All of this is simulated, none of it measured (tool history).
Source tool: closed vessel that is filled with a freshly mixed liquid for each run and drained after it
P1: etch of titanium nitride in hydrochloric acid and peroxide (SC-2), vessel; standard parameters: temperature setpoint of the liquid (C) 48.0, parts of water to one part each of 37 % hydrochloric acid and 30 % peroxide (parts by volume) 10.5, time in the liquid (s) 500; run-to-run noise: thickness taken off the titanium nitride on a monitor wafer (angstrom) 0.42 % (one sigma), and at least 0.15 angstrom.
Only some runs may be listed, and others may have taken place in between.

run,day,temperature setpoint of the liquid (C),parts of water to one part each of 37 % hydrochloric acid and 30 % peroxide (parts by volume),time in the liquid (s),hours since the thermometer was replaced,hours since the chemicals flow meter was replaced,hours since the drum of peroxide was connected,thickness taken off the titanium nitride on a monitor wafer (angstrom)
1,0.692,48.0,10.5,500,646.6,584.2,319.1,138.960
2,1.162,48.0,10.5,500,657.9,595.5,330.4,139.470
3,1.775,48.0,10.5,870,672.6,610.2,345.1,243.950
4,2.167,37.0,10.5,500,682.0,619.6,354.5,64.369
5,2.658,48.0,10.5,500,693.8,631.4,366.3,138.680
6,3.075,48.0,10.5,75,703.8,641.4,376.3,20.841
7,3.838,48.0,10.5,500,722.1,659.7,394.6,139.520
8,4.238,48.0,10.5,500,731.7,669.3,404.2,140.100
9,4.683,62.0,10.5,500,742.4,680.0,414.9,341.700
10,5.225,48.0,10.5,500,755.4,693.0,427.9,140.160
11,5.767,48.0,4.0,500,768.4,706.0,440.9,290.500
# day 6.383: chemicals flow meter replaced
12,6.429,48.0,17.5,500,784.3,1.1,456.8,88.776
13,6.954,48.0,10.5,500,796.9,13.7,469.4,139.410
14,7.733,40.0,10.5,695,815.6,32.4,488.1,112.070
15,8.496,58.5,10.5,145,833.9,50.7,506.4,79.741
16,9.258,48.0,10.5,500,852.2,69.0,524.7,138.850
17,9.671,48.0,10.5,500,862.1,78.9,534.6,142.030
18,10.371,48.0,10.5,500,878.9,95.7,551.4,145.590
19,10.792,48.0,10.5,500,889.0,105.8,561.5,147.580
20,11.488,48.0,10.5,500,905.7,122.5,578.2,150.070
21,12.008,48.0,10.5,500,918.2,135.0,590.7,150.600
22,12.625,48.0,10.5,500,933.0,149.8,605.5,150.620
23,13.242,48.0,10.5,500,947.8,164.6,620.3,150.920
24,13.683,48.0,10.5,500,958.4,175.2,630.9,151.720
25,14.088,48.0,10.5,500,968.1,184.9,640.6,152.450
26,14.854,48.0,10.5,500,986.5,203.3,659.0,150.530

The next listed run, before its measurement:
27,15.275,48.0,10.5,500,996.6,213.4,669.1,?

{"run 27": {"thickness taken off the titanium nitride on a monitor wafer (angstrom)": 152.96}}
